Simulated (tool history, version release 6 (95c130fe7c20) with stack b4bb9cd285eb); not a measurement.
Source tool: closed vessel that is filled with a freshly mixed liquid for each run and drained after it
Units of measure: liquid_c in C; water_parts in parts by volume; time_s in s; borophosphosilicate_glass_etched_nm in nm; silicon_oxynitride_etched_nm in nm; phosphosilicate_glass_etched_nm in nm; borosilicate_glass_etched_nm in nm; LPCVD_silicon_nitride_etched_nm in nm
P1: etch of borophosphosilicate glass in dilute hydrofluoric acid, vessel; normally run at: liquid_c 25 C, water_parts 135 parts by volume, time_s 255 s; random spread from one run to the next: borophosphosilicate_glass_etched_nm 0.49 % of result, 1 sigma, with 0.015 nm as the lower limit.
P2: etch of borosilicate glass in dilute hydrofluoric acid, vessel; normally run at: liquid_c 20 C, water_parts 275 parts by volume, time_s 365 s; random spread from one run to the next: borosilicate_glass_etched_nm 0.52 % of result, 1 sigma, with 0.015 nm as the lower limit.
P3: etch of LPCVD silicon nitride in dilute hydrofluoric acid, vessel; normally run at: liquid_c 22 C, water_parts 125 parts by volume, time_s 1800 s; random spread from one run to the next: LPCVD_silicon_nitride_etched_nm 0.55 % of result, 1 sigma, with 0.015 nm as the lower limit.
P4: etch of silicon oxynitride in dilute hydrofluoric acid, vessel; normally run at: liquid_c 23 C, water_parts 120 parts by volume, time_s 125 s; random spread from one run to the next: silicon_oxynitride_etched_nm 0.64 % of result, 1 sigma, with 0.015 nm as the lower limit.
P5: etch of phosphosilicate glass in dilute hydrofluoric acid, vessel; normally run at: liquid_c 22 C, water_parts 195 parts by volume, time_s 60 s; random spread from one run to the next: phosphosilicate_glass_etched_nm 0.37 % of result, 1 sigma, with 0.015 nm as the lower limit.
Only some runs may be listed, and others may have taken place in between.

run	hour	process	liquid_c	water_parts	time_s	hours since the thermometer was replaced	hours since the hydrofluoric acid flow meter was replaced	borophosphosilicate_glass_etched_nm	silicon_oxynitride_etched_nm	phosphosilicate_glass_etched_nm	borosilicate_glass_etched_nm	LPCVD_silicon_nitride_etched_nm
1	10.9	P1	25	135	255	352.7	1683.8	57.645				
2	20.6	P1	25	135	255	362.4	1693.5	57.327				
3	26.7	P4	23	120	30	368.5	1699.6		1.1071			
4	36	P5	28	195	60	377.8	1708.9			24.648		
5	47	P2	20	275	365	388.8	1719.9				33.671	
6	54.8	P4	23	35	125	396.6	1727.7		16.528			
# hour 61.4: hydrofluoric acid flow meter replaced
7	63	P2	20	275	100	404.8	1.7				9.2198	
8	73.7	P1	25	135	255	415.5	12.4	57.427				
9	78.8	P5	22	195	60	420.6	17.5			19.898		
10	84.7	P4	23	120	125	426.5	23.4		4.4843			
11	94.3	P1	25	250	255	436.1	33	27.354				
12	104.7	P2	20	275	365	446.5	43.4				33.609	
13	111.8	P1	25	135	255	453.6	50.5	57.201				
14	117.8	P5	22	195	115	459.6	56.5			38.062		
15	123.5	P1	25	80	255	465.3	62.2	104.82				
16	131.4	P1	25	135	415	473.2	70.1	94.201				
17	141.6	P2	20	110	365	483.4	80.3				99.607	
18	151.7	P3	22	125	295	493.5	90.4					1.012
19	157.3	P3	17	125	1800	499.1	96					4.4717
20	165	P1	25	135	255	506.8	103.7	57.728				
21	170.7	P5	22	100	60	512.5	109.4			42.872		
22	175.9	P1	25	135	60	517.7	114.6	13.468				
23	186.1	P3	22	125	1800	527.9	124.8					6.2942
24	197.2	P1	19	35	255	539	135.9	195.25				
25	203.7	P4	31	120	125	545.5	142.4		6.4985			
26	210.3	P3	22	225	1800	552.1	149					3.4691
27	221.4	P1	32.5	220	255	563.2	160.1	41.679				
28	231.9	P1	28.5	135	255	573.7	170.6	65.832				
29	239.1	P3	22	125	1800	580.9	177.8					6.2867
30	247.1	P1	21	135	255	588.9	185.8	49.096				
31	253.6	P2	27.5	275	365	595.4	192.3				43.873	
32	258.9	P1	25	135	255	600.7	197.6	57.308				
33	270	P1	25	135	255	611.8	208.7	60.36				
34	278.4	P1	25	135	255	620.2	217.1	61.439				
35	286.1	P1	25	135	255	627.9	224.8	62.065				
36	293	P1	25	135	255	634.8	231.7	62.492				
37	301.4	P1	25	135	255	643.2	240.1	62.647				
38	311.2	P1	25	135	255	653	249.9	62.606				
39	321.1	P1	25	135	255	662.9	259.8	62.864				
40	326.7	P1	25	135	255	668.5	265.4	62.951				

Compared with where it was, what P1 gives has crept away. Each cause listed below fits the log as well as the rest, at the size given for it:
A: liquid hotter than its thermometer reads (K) = 2.4
B: hydrofluoric acid flow above the setpoint (%) = 8.13
Creep in the process output first set in at about hour 258.9.

4 check runs are offered, one wafer each, their results left as question marks. Which one tells the causes apart?
check 1	332.3	P3	18	125	1800							?
check 2	332.3	P2	20	110	115						?	
check 3	332.3	P4	31	120	30				?			
check 4	332.3	P5	25.5	195	60					?		

What each check would give under each cause:
check	result	if A	if B
check 1	LPCVD_silicon_nitride_etched_nm	5.6209	5.1518
check 2	borosilicate_glass_etched_nm	34.476	34.148
check 3	silicon_oxynitride_etched_nm	1.7327	1.7044
check 4	phosphosilicate_glass_etched_nm	24.609	24.814
Distance between the nearest two causes, measured in the result of the check that separates them most: check 1 8.71 %; check 2 0.96 %; check 3 1.65 %; check 4 0.83 %
The other checks would show nearly matching results whichever cause is true, so check 1 is the only one that separates the causes.

Then check 1 was run and gave: LPCVD_silicon_nitride_etched_nm 5.1566 nm. Which cause is it?

Of the candidate causes, it is B: hydrofluoric acid flow above the setpoint (%).
